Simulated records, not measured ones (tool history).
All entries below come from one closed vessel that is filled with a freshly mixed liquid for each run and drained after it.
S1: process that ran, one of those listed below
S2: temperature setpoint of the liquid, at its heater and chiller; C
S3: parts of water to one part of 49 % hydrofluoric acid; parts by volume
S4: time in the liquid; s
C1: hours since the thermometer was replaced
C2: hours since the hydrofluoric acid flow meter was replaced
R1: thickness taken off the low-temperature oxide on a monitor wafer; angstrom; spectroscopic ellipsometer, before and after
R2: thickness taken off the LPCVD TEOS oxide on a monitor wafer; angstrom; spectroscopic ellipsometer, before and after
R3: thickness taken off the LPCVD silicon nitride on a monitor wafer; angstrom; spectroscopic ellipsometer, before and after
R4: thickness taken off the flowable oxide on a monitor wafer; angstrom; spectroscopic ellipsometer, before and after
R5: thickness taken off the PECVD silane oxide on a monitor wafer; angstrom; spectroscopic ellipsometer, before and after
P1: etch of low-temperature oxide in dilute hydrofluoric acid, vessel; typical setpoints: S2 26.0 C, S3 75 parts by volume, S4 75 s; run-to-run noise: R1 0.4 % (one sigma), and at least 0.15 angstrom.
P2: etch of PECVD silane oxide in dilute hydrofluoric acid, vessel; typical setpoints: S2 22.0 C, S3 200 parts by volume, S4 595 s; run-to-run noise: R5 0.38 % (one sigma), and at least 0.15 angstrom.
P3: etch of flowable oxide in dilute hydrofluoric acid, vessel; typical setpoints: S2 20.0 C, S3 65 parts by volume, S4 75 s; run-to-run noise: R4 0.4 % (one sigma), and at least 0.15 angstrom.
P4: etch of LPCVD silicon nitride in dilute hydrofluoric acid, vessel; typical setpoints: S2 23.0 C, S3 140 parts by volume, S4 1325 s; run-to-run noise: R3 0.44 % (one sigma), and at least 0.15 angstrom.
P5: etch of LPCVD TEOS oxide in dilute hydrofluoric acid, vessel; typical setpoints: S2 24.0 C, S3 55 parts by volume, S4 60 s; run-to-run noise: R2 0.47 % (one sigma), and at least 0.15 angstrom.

{"run": 1, "hour": 4.7, "S1": "P1", "S2": 26.0, "S3": 75, "S4": 75, "C1": 316.5, "C2": 857.8, "R1": 172.58}
{"run": 2, "hour": 9.6, "S1": "P5", "S2": 28.0, "S3": 55, "S4": 60, "C1": 321.4, "C2": 862.7, "R2": 274.56}
{"run": 3, "hour": 13.3, "S1": "P4", "S2": 19.0, "S3": 140, "S4": 1325, "C1": 325.1, "C2": 866.4, "R3": 34.984}
{"run": 4, "hour": 18.1, "S1": "P5", "S2": 24.0, "S3": 30, "S4": 60, "C1": 329.9, "C2": 871.2, "R2": 449.5}
{"run": 5, "hour": 23.5, "S1": "P1", "S2": 26.0, "S3": 75, "S4": 75, "C1": 335.3, "C2": 876.6, "R1": 172.01}
{"run": 6, "hour": 28.2, "S1": "P3", "S2": 17.0, "S3": 65, "S4": 75, "C1": 340.0, "C2": 881.3, "R4": 208.45}
{"run": 7, "hour": 32.2, "S1": "P1", "S2": 26.0, "S3": 75, "S4": 75, "C1": 344.0, "C2": 885.3, "R1": 172.89}
{"run": 8, "hour": 37.4, "S1": "P1", "S2": 26.0, "S3": 75, "S4": 75, "C1": 349.2, "C2": 890.5, "R1": 172.89}
{"run": 9, "hour": 43.2, "S1": "P1", "S2": 21.5, "S3": 75, "S4": 75, "C1": 355.0, "C2": 896.3, "R1": 142.98}
{"run": 10, "hour": 46.2, "S1": "P1", "S2": 26.0, "S3": 75, "S4": 35, "C1": 358.0, "C2": 899.3, "R1": 80.024}
{"run": 11, "hour": 49.0, "S1": "P4", "S2": 23.0, "S3": 55, "S4": 1325, "C1": 360.8, "C2": 902.1, "R3": 114.25}
{"run": 12, "hour": 52.9, "S1": "P1", "S2": 26.0, "S3": 75, "S4": 75, "C1": 364.7, "C2": 906.0, "R1": 172.25}
{"run": 13, "hour": 58.3, "S1": "P4", "S2": 23.0, "S3": 140, "S4": 1325, "C1": 370.1, "C2": 911.4, "R3": 45.514}
{"run": 14, "hour": 64.6, "S1": "P2", "S2": 22.0, "S3": 200, "S4": 1055, "C1": 376.4, "C2": 917.7, "R5": 905.65}
{"run": 15, "hour": 67.6, "S1": "P3", "S2": 20.0, "S3": 65, "S4": 30, "C1": 379.4, "C2": 920.7, "R4": 94.665}
{"run": 16, "hour": 73.8, "S1": "P5", "S2": 24.0, "S3": 55, "S4": 60, "C1": 385.6, "C2": 926.9, "R2": 236.01}
{"run": 17, "hour": 78.0, "S1": "P1", "S2": 26.0, "S3": 75, "S4": 75, "C1": 389.8, "C2": 931.1, "R1": 170.77}
{"run": 18, "hour": 80.8, "S1": "P2", "S2": 17.0, "S3": 200, "S4": 595, "C1": 392.6, "C2": 933.9, "R5": 419.8}
{"run": 19, "hour": 84.5, "S1": "P5", "S2": 24.0, "S3": 55, "S4": 85, "C1": 396.3, "C2": 937.6, "R2": 335.9}
{"run": 20, "hour": 90.2, "S1": "P5", "S2": 24.0, "S3": 55, "S4": 60, "C1": 402.0, "C2": 943.3, "R2": 237.22}
{"run": 21, "hour": 96.3, "S1": "P1", "S2": 26.0, "S3": 75, "S4": 75, "C1": 408.1, "C2": 949.4, "R1": 171.35}
{"run": 22, "hour": 99.4, "S1": "P1", "S2": 26.0, "S3": 75, "S4": 125, "C1": 411.2, "C2": 952.5, "R1": 287.73}
{"run": 23, "hour": 104.4, "S1": "P2", "S2": 22.0, "S3": 115, "S4": 595, "C1": 416.2, "C2": 957.5, "R5": 972.69}
{"hour": 107.0, "done": "hydrofluoric acid flow meter replaced"}
{"run": 24, "hour": 110.9, "S1": "P3", "S2": 20.0, "S3": 40, "S4": 75, "C1": 422.7, "C2": 3.9, "R4": 397.84}
{"run": 25, "hour": 115.0, "S1": "P1", "S2": 20.5, "S3": 35, "S4": 75, "C1": 426.8, "C2": 8.0, "R1": 307.83}
{"hour": 117.0, "done": "thermometer replaced"}
{"run": 26, "hour": 118.3, "S1": "P4", "S2": 23.0, "S3": 140, "S4": 540, "C1": 1.3, "C2": 11.3, "R3": 18.399}
{"run": 27, "hour": 123.1, "S1": "P1", "S2": 30.5, "S3": 75, "S4": 75, "C1": 6.1, "C2": 16.1, "R1": 205.05}
{"run": 28, "hour": 128.7, "S1": "P2", "S2": 22.0, "S3": 200, "S4": 595, "C1": 11.7, "C2": 21.7, "R5": 510.3}
{"run": 29, "hour": 131.6, "S1": "P3", "S2": 20.0, "S3": 65, "S4": 75, "C1": 14.6, "C2": 24.6, "R4": 235.43}
{"run": 30, "hour": 134.9, "S1": "P4", "S2": 23.0, "S3": 140, "S4": 1325, "C1": 17.9, "C2": 27.9, "R3": 45.64}
{"run": 31, "hour": 138.7, "S1": "P3", "S2": 20.0, "S3": 65, "S4": 75, "C1": 21.7, "C2": 31.7, "R4": 237.53}
{"run": 32, "hour": 145.2, "S1": "P1", "S2": 19.0, "S3": 75, "S4": 110, "C1": 28.2, "C2": 38.2, "R1": 190.11}
{"run": 33, "hour": 149.4, "S1": "P1", "S2": 33.0, "S3": 75, "S4": 35, "C1": 32.4, "C2": 42.4, "R1": 105.33}
{"run": 34, "hour": 155.2, "S1": "P1", "S2": 26.0, "S3": 45, "S4": 75, "C1": 38.2, "C2": 48.2, "R1": 297.84}
{"run": 35, "hour": 160.3, "S1": "P1", "S2": 26.0, "S3": 140, "S4": 75, "C1": 43.3, "C2": 53.3, "R1": 84.3}
{"run": 36, "hour": 164.8, "S1": "P1", "S2": 26.0, "S3": 75, "S4": 75, "C1": 47.8, "C2": 57.8, "R1": 172.29}
{"run": 37, "hour": 168.3, "S1": "P1", "S2": 26.0, "S3": 75, "S4": 75, "C1": 51.3, "C2": 61.3, "R1": 174.54}
{"run": 38, "hour": 171.8, "S1": "P1", "S2": 26.0, "S3": 75, "S4": 75, "C1": 54.8, "C2": 64.8, "R1": 178.17}
{"run": 39, "hour": 178.0, "S1": "P1", "S2": 26.0, "S3": 75, "S4": 75, "C1": 61.0, "C2": 71.0, "R1": 179.48}
{"run": 40, "hour": 183.1, "S1": "P1", "S2": 26.0, "S3": 75, "S4": 75, "C1": 66.1, "C2": 76.1, "R1": 180.21}
{"run": 41, "hour": 186.1, "S1": "P1", "S2": 26.0, "S3": 75, "S4": 75, "C1": 69.1, "C2": 79.1, "R1": 180.8}
{"run": 42, "hour": 191.9, "S1": "P1", "S2": 26.0, "S3": 75, "S4": 75, "C1": 74.9, "C2": 84.9, "R1": 182.17}
{"run": 43, "hour": 196.1, "S1": "P1", "S2": 26.0, "S3": 75, "S4": 75, "C1": 79.1, "C2": 89.1, "R1": 182.85}
{"run": 44, "hour": 201.5, "S1": "P1", "S2": 26.0, "S3": 75, "S4": 75, "C1": 84.5, "C2": 94.5, "R1": 183.49}

Something has made what P1 gives creep away from where it was; the 2 causes below, each at its own stated size, fit the log equally well:
A: liquid hotter than its thermometer reads (K) = 1.49
B: hydrofluoric acid flow above the setpoint (%) = 5.46
The gradual shift began around hour 164.8.

Listed below are the offered check runs, one wafer per run, with question marks in place of results. For which of them would the causes give clearly different outcomes?
{"run": "check 1", "hour": 206.9, "S1": "P2", "S2": 17.0, "S3": 200, "S4": 855, "R5": "?"}
{"run": "check 2", "hour": 206.9, "S1": "P5", "S2": 24.0, "S3": 55, "S4": 85, "R2": "?"}
{"run": "check 3", "hour": 206.9, "S1": "P4", "S2": 23.0, "S3": 75, "S4": 1325, "R3": "?"}
{"run": "check 4", "hour": 206.9, "S1": "P3", "S2": 17.0, "S3": 65, "S4": 75, "R4": "?"}

Check results expected under each cause:
check=check_1 result=R5 if_A=640.19 if_B=642.57
check=check_2 result=R2 if_A=356.35 if_B=355.02
check=check_3 result=R3 if_A=93.044 if_B=88.742
check=check_4 result=R4 if_A=222.760 if_B=221.240
Separation of the two closest causes in each check, using whichever result separates them best: check 1 0.37 %; check 2 0.37 %; check 3 4.73 %; check 4 0.69 %
The other checks would show nearly matching results whichever cause is true, so check 3 is the only one that separates the causes.

Here is what check 3 returned: R3 93.706 angstrom. Which cause is it?

It is A: liquid hotter than its thermometer reads (K).
